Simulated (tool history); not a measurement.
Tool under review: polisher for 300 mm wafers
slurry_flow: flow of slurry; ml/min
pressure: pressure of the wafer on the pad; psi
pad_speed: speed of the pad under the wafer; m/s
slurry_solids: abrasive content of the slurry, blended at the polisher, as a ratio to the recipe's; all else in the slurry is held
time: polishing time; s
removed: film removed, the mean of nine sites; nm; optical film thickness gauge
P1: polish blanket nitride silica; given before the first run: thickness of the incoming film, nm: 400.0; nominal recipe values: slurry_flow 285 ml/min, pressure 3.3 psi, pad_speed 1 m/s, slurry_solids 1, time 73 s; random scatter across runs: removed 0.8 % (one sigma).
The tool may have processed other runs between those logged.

| run | day | slurry_flow | pressure | pad_speed | slurry_solids | time | wafers polished on this pad | hours since the slurry nozzle was cleaned | hours since the head pressure was calibrated | hours since the slurry blender was calibrated | hours since the conditioning disc was replaced | removed |
|---|---|---|---|---|---|---|---|---|---|---|---|---|
| 1 | 0.558 | 285 | 3.3 | 1 | 1 | 73 | 494 | 205.3 | 842.3 | 70.6 | 121.8 | 43.422 |
| 2 | 1.071 | 285 | 3.3 | 1 | 1 | 111 | 618 | 217.6 | 854.6 | 82.9 | 134.1 | 68.253 |
| 3 | 1.629 | 285 | 3.3 | 1 | 1 | 73 | 753 | 231 | 868 | 96.3 | 147.5 | 44.884 |
| 4 | 2.162 | 285 | 2 | 1 | 1 | 73 | 883 | 243.8 | 880.8 | 109.1 | 160.3 | 26.752 |
| 5 | 2.788 | 390 | 3.3 | 1 | 1 | 73 | 1034 | 258.8 | 895.8 | 124.1 | 175.3 | 45.179 |
| 6 | 3.138 | 285 | 3.3 | 1 | 1 | 73 | 1119 | 267.2 | 904.2 | 132.5 | 183.7 | 43.676 |
| 7 | 3.775 | 285 | 5 | 1 | 1 | 73 | 1274 | 282.5 | 919.5 | 147.8 | 199 | 67.648 |
| 8 | 4.346 | 285 | 3.3 | 1 | 1 | 73 | 1412 | 296.2 | 933.2 | 161.5 | 212.7 | 44.216 |
|  | 4.729 | slurry blender recalibrated |
| 9 | 4.942 | 285 | 4.7 | 0.54 | 1 | 73 | 1556 | 310.5 | 947.5 | 5.2 | 227 | 38.705 |
| 10 | 5.338 | 285 | 1.9 | 0.48 | 1 | 73 | 1652 | 320 | 957 | 14.7 | 236.5 | 14.101 |
| 11 | 5.712 | 285 | 3.3 | 1 | 1.35 | 73 | 1743 | 329 | 966 | 23.7 | 245.5 | 50.016 |
| 12 | 6.2 | 285 | 3.3 | 1 | 1 | 73 | 1861 | 340.7 | 977.7 | 35.4 | 257.2 | 44.219 |
| 13 | 6.675 | 285 | 3.3 | 1 | 1 | 41 | 1977 | 352.1 | 989.1 | 46.8 | 268.6 | 24.617 |
| 14 | 7.05 | 285 | 3.3 | 1 | 1 | 73 | 2067 | 361.1 | 998.1 | 55.8 | 277.6 | 44.162 |
| 15 | 7.5 | 285 | 3.3 | 1.42 | 1 | 73 | 2177 | 371.9 | 1008.9 | 66.6 | 288.4 | 58.716 |
| 16 | 8.088 | 285 | 3.3 | 1 | 1 | 73 | 2319 | 386 | 1023 | 80.7 | 302.5 | 44.203 |
| 17 | 8.388 | 285 | 3.3 | 1 | 0.5 | 73 | 2392 | 393.2 | 1030.2 | 87.9 | 309.7 | 30.163 |
| 18 | 8.754 | 200 | 3.3 | 1 | 1 | 73 | 2481 | 402 | 1039 | 96.7 | 318.5 | 42.863 |
| 19 | 9.05 | 285 | 3.3 | 0.56 | 1 | 73 | 2552 | 409.1 | 1046.1 | 103.8 | 325.6 | 27.507 |
| 20 | 9.379 | 285 | 3.3 | 1 | 1 | 73 | 2632 | 417 | 1054 | 111.7 | 333.5 | 44.547 |
| 21 | 9.917 | 285 | 3.3 | 1 | 1 | 73 | 2762 | 429.9 | 1066.9 | 124.6 | 346.4 | 42.035 |
| 22 | 10.429 | 285 | 3.3 | 1 | 1 | 73 | 2887 | 442.2 | 1079.2 | 136.9 | 358.7 | 42.196 |
| 23 | 10.875 | 285 | 3.3 | 1 | 1 | 73 | 2995 | 452.9 | 1089.9 | 147.6 | 369.4 | 41.162 |
|  | 11.15 | head pressure recalibrated |
|  | 11.204 | conditioning disc replaced and pad reconditioned |
| 24 | 11.329 | 285 | 3.3 | 1 | 1 | 73 | 3105 | 463.8 | 4.4 | 158.5 | 3 | 41.398 |
|  | 11.496 | slurry nozzle cleaned |
| 25 | 11.65 | 285 | 3.3 | 1 | 1 | 73 | 3182 | 3.8 | 12.1 | 166.2 | 10.7 | 40.802 |
| 26 | 12.138 | 285 | 3.3 | 1 | 1 | 73 | 3301 | 15.5 | 23.8 | 177.9 | 22.4 | 41.021 |
| 27 | 12.762 | 285 | 3.3 | 1 | 1 | 73 | 3452 | 30.5 | 38.8 | 192.9 | 37.4 | 40.066 |
| 28 | 13.208 | 285 | 3.3 | 1 | 1 | 73 | 3560 | 41.2 | 49.5 | 203.6 | 48.1 | 40.229 |

P1 no longer gives what it gave before; its output has crept away from where it was. The following 2 causes, each at its listed size, fit the log equally well:
A: abrasive missing from the slurry, % = 17.4
B: removal rate lost through wear of the pad, % = 8.75
The gradual shift began around day 9.379.
Ruled out, with reasons:
slurry flow missing at the pad, %: serviced at day 11.496, after the drift had started, without restoring the earlier output
head's pressure below its setpoint, %: serviced at day 11.15, after the drift had started, without restoring the earlier output
time polished since the conditioner stopped cutting, s: serviced at day 11.204, after the drift had started, without restoring the earlier output

The 4 check runs listed below each average the results of 5 wafers, and their outcomes are marked with question marks. Under which run would the listed causes produce clearly different results?
| check 1 | 13.654 | 285 | 3.3 | 1.38 | 1 | 73 |  |  |  |  |  | ? |
| check 2 | 13.654 | 285 | 4.9 | 1 | 1 | 54 |  |  |  |  |  | ? |
| check 3 | 13.654 | 370 | 3.3 | 1 | 0.55 | 73 |  |  |  |  |  | ? |
| check 4 | 13.654 | 285 | 3.3 | 0.56 | 1 | 73 |  |  |  |  |  | ? |

Check results expected under each cause:
| check | result | if A | if B |
|---|---|---|---|
| check 1 | removed | 52.218 | 52.211 |
| check 2 | removed | 44.327 | 44.321 |
| check 3 | removed | 29.225 | 30.052 |
| check 4 | removed | 25.378 | 25.375 |
Per-check spread between the two closest causes, in the result where they differ most: check 1 0.01 %; check 2 0.01 %; check 3 2.79 %; check 4 0.01 %
Of the check runs offered, only check 3 discriminates between the causes; the rest would read about the same regardless of which cause applies.

After running check 3, the following was obtained: removed 29.113 nm. Which cause does this point to?

It was cause A: abrasive missing from the slurry, %.

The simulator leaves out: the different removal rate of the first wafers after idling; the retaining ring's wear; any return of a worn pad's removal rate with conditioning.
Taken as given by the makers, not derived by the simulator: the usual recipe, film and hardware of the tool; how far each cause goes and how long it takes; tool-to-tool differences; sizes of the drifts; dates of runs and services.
